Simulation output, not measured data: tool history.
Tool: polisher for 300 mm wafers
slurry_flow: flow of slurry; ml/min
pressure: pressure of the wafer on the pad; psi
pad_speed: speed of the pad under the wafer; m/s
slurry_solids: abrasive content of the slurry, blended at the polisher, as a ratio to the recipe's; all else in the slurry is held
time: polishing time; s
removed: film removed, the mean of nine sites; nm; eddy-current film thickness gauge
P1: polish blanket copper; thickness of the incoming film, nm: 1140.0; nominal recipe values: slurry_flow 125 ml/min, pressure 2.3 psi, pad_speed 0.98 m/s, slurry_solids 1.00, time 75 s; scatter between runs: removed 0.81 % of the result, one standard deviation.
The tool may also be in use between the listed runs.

run,hour,slurry_flow,pressure,pad_speed,slurry_solids,time,removed
1,10.1,125,2.3,0.98,1.00,75,157.610
2,19.7,125,2.3,0.98,1.00,75,159.670
# hour 25.6: worn pad replaced by a new one
3,27.9,125,2.3,0.56,1.00,75,90.482
# hour 32.9: slurry nozzle cleaned
4,39.1,125,2.3,0.98,1.25,75,169.000
5,53.4,125,2.3,1.42,1.00,75,230.270
6,68.1,125,2.3,0.98,1.00,112,238.270
7,78.0,125,2.3,0.98,1.00,75,160.770
8,88.3,125,2.3,0.98,1.00,75,160.410
9,96.8,125,2.3,0.98,1.00,75,160.840
10,107.9,125,2.3,0.98,1.00,75,158.640
11,115.8,125,2.3,0.98,0.55,75,140.110
12,124.0,200,2.3,0.98,1.00,75,172.280
13,131.7,75,2.3,0.98,1.00,75,140.310
14,139.4,125,3.4,0.98,1.00,75,234.790
15,147.2,125,2.3,0.98,1.00,54,115.420
16,161.5,85,2.3,0.98,0.50,75,125.730
17,176.6,125,1.0,0.98,1.00,75,70.072
18,186.1,125,2.3,0.98,1.00,75,157.980

Run 19 has not been measured yet. What should we expect?
19,195.4,125,2.3,0.98,1.00,75,?

Run 19 measured removed 158.550 nm.

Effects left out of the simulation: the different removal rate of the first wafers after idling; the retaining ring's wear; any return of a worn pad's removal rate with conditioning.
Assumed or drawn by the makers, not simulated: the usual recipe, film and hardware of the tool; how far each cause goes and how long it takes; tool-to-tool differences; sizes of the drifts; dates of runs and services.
